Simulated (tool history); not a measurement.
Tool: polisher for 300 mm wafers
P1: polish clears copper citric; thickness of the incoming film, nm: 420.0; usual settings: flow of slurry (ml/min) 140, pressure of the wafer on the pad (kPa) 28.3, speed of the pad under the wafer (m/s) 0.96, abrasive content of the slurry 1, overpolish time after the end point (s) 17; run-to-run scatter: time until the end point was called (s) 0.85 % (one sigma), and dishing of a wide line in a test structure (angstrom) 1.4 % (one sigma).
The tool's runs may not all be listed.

| run | day | flow of slurry (ml/min) | pressure of the wafer on the pad (kPa) | speed of the pad under the wafer (m/s) | abrasive content of the slurry | overpolish time after the end point (s) | wafers polished on this pad | hours since the slurry nozzle was cleaned | hours since the head pressure was calibrated | hours since the slurry blender was calibrated | time until the end point was called (s) | dishing of a wide line in a test structure (angstrom) |
|---|---|---|---|---|---|---|---|---|---|---|---|---|
| 1 | 0.379 | 140 | 28.3 | 0.96 | 1 | 17 | 282 | 109 | 272.2 | 297 | 178.12 | 297.4 |
| 2 | 0.796 | 140 | 28.3 | 0.96 | 1 | 17 | 355 | 119 | 282.2 | 307 | 178.01 | 289.13 |
| 3 | 1.079 | 140 | 28.3 | 0.96 | 1 | 5 | 404 | 125.8 | 289 | 313.8 | 177.07 | 93.132 |
| 4 | 1.308 | 140 | 28.3 | 0.96 | 1 | 29 | 444 | 131.3 | 294.5 | 319.3 | 180.53 | 475.83 |
| 5 | 1.662 | 85 | 28.3 | 0.96 | 1 | 17 | 506 | 139.8 | 303 | 327.8 | 204.51 | 263.9 |
| 6 | 2.075 | 140 | 28.3 | 0.68 | 1 | 17 | 578 | 149.7 | 312.9 | 337.7 | 253.68 | 217.18 |
| 7 | 2.454 | 140 | 28.3 | 0.96 | 1 | 17 | 644 | 158.8 | 322 | 346.8 | 176.74 | 291.72 |
| 8 | 2.725 | 140 | 43.4 | 1.24 | 1 | 17 | 691 | 165.3 | 328.5 | 353.3 | 91.047 | 535.64 |
| 9 | 3.2 | 140 | 28.3 | 0.96 | 0.75 | 17 | 774 | 176.7 | 339.9 | 364.7 | 191.52 | 285.51 |
| 10 | 3.675 | 140 | 20 | 0.96 | 1 | 17 | 857 | 188.1 | 351.3 | 376.1 | 248.62 | 212.9 |
| 11 | 4.104 | 140 | 28.3 | 0.96 | 1.45 | 17 | 931 | 198.4 | 361.6 | 386.4 | 165.19 | 317.34 |
| 12 | 4.5 | 140 | 38.6 | 0.96 | 1 | 9 | 1000 | 207.9 | 371.1 | 395.9 | 132.67 | 226.49 |
| 13 | 4.892 | 140 | 28.3 | 1.5 | 1 | 17 | 1069 | 217.3 | 380.5 | 405.3 | 114.02 | 429.85 |
| 14 | 5.35 | 140 | 28.3 | 0.96 | 1 | 17 | 1149 | 228.3 | 391.5 | 416.3 | 178.39 | 296.63 |
| 15 | 5.767 | 215 | 28.3 | 0.96 | 1 | 17 | 1221 | 238.3 | 401.5 | 426.3 | 167.87 | 311.55 |
| 16 | 6.254 | 140 | 28.3 | 0.96 | 1 | 17 | 1306 | 250 | 413.2 | 438 | 177.95 | 296.49 |
| 17 | 6.533 | 140 | 28.3 | 0.96 | 1 | 17 | 1355 | 256.7 | 419.9 | 444.7 | 179.02 | 290.35 |
| 18 | 6.838 | 140 | 28.3 | 0.96 | 1 | 17 | 1408 | 264 | 427.2 | 452 | 181.68 | 284.76 |
| 19 | 7.183 | 140 | 43.4 | 0.96 | 1 | 17 | 1468 | 272.3 | 435.5 | 460.3 | 117.79 | 421.29 |
| 20 | 7.512 | 140 | 28.3 | 0.96 | 1 | 17 | 1526 | 280.2 | 443.4 | 468.2 | 178.99 | 295.21 |
| 21 | 7.838 | 140 | 28.3 | 0.96 | 1 | 17 | 1582 | 288 | 451.2 | 476 | 187.54 | 287.69 |
| 22 | 8.204 | 140 | 28.3 | 0.96 | 1 | 17 | 1646 | 296.8 | 460 | 484.8 | 190.22 | 275.59 |
|  | 8.521 | slurry blender recalibrated |
| 23 | 8.571 | 140 | 28.3 | 0.96 | 1 | 17 | 1710 | 305.6 | 468.8 | 1.3 | 193.69 | 269.49 |
| 24 | 8.938 | 140 | 28.3 | 0.96 | 1 | 17 | 1774 | 314.4 | 477.6 | 10.1 | 194.87 | 274.21 |
|  | 9.079 | head pressure recalibrated |
| 25 | 9.4 | 140 | 28.3 | 0.96 | 1 | 17 | 1854 | 325.5 | 7.8 | 21.2 | 193.32 | 264.89 |

Forecast run 26:
| 26 | 9.621 | 140 | 28.3 | 0.96 | 1 | 17 | 1893 | 330.8 | 13.1 | 26.5 | ? | ? |

{"run 26": {"time until the end point was called (s)": 192.03, "dishing of a wide line in a test structure (angstrom)": 271.17}}

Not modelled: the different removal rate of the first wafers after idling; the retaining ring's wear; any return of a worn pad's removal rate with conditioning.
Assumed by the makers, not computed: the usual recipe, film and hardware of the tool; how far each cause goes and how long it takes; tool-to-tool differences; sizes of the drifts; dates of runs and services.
